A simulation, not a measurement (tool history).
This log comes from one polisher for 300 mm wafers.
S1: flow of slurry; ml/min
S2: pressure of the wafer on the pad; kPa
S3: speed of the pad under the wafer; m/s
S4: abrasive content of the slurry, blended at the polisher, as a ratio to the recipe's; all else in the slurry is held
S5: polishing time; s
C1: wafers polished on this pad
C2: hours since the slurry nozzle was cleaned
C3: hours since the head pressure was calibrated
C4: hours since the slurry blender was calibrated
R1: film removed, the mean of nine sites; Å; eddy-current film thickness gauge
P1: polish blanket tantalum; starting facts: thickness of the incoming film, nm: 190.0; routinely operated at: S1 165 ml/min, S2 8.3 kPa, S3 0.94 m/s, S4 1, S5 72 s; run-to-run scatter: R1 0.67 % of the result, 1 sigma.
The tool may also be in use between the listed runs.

run,hour,S1,S2,S3,S4,S5,C1,C2,C3,C4,R1
1,14,165,8.3,0.94,1,72,591,537.8,400.1,153.2,725.63
# hour 24.3: slurry nozzle cleaned
2,28.3,220,8.3,0.94,1,72,723,4,414.4,167.5,753.56
3,41.6,165,8.3,0.58,1,72,847,17.3,427.7,180.8,449.45
4,51.4,240,8.3,0.94,0.6,72,938,27.1,437.5,190.6,637.28
5,61.3,165,8.3,0.94,0.75,72,1030,37,447.4,200.5,661.91
6,76.4,165,4.1,0.94,1,72,1170,52.1,462.5,215.6,363.36
7,90.3,165,8.3,0.94,1.4,72,1299,66,476.4,229.5,789.07
# hour 99.8: worn pad replaced by a new one
8,102.3,165,8.3,1.3,1,72,23,78,488.4,241.5,996.5
9,111,165,8.3,0.94,1,72,104,86.7,497.1,250.2,717.19
10,122,100,8.3,0.94,1,72,206,97.7,508.1,261.2,660.8
11,134.7,165,8.3,0.94,1,95,324,110.4,520.8,273.9,958.69
12,152.4,165,8.3,0.94,1,44,488,128.1,538.5,291.6,439.46
13,162.1,165,8.3,0.94,1,72,578,137.8,548.2,301.3,721.09
14,172.5,260,8.3,0.94,0.65,72,675,148.2,558.6,311.7,670.52
15,189.2,165,8.3,0.94,1,72,830,164.9,575.3,328.4,725.35
16,202.7,100,8.3,0.94,1.35,72,955,178.4,588.8,341.9,712.28
17,213.2,165,11.7,0.94,1,72,1053,188.9,599.3,352.4,1028.5
18,221.3,165,8.3,0.94,1,72,1128,197,607.4,360.5,720.87
19,232.9,165,8.3,0.94,1,72,1236,208.6,619,372.1,712.01
20,250.5,165,8.3,0.94,1,72,1399,226.2,636.6,389.7,681.47
21,262.5,165,8.3,0.94,1,72,1511,238.2,648.6,401.7,680.81
22,278.2,165,8.3,0.94,1,72,1657,253.9,664.3,417.4,670.1
23,295,165,8.3,0.94,1,72,1813,270.7,681.1,434.2,659.4
24,307.6,165,8.3,0.94,1,72,1930,283.3,693.7,446.8,665.25
25,319.3,165,8.3,0.94,1,72,2039,295,705.4,458.5,653.31
# hour 319.8: worn pad replaced by a new one
# hour 323.3: slurry nozzle cleaned
26,329.3,165,8.3,0.94,1,72,88,6,715.4,468.5,652.75
27,347.6,165,8.3,0.94,1,72,258,24.3,733.7,486.8,655.2
28,363,165,8.3,0.94,1,72,401,39.7,749.1,502.2,647.73
29,379.9,165,8.3,0.94,1,72,558,56.6,766,519.1,647.24

P1 no longer gives what it gave before; its output has crept away from where it was. The following 2 causes, each at its listed size, fit the log equally well:
A: abrasive missing from the slurry, % = 30.1
B: head's pressure below its setpoint, % = 10.9
Creep in the process output first set in at about hour 221.3.
Every other cause this tool's parts could produce, and why it does not fit the log:
removal rate lost through wear of the pad, %: its service at hour 319.8 followed the start of the drift and did not put the process back to its old value
slurry flow missing at the pad, %: its service at hour 323.3 followed the start of the drift and did not put the process back to its old value

Below are 4 check runs, each averaged over 5 wafers, with their results shown as question marks. Which of them would give clearly different results depending on which cause is behind the drift?
check 1,396.8,130,8.3,0.94,1,72,,,,,?
check 2,396.8,115,8.3,0.94,1,72,,,,,?
check 3,396.8,165,6.2,0.94,1,72,,,,,?
check 4,396.8,165,4.1,0.94,1.35,72,,,,,?

Predicted outcomes, by check and by cause:
check,result,if A,if B
check 1,R1,617.45,617.83
check 2,R1,601.8,602.17
check 3,R1,483.14,483.44
check 4,R1,355.66,348.08
Gap, in per cent, between the two causes that each check separates least, read from the result that separates them most: check 1 0.06 %; check 2 0.06 %; check 3 0.06 %; check 4 2.15 %
Only in check 4 would the causes give clearly different results; in the remaining checks their results would be nearly the same.

Check 4 was carried out, with these results: R1 355.75 Å. Which of the listed causes is responsible?

It is A: abrasive missing from the slurry, %.

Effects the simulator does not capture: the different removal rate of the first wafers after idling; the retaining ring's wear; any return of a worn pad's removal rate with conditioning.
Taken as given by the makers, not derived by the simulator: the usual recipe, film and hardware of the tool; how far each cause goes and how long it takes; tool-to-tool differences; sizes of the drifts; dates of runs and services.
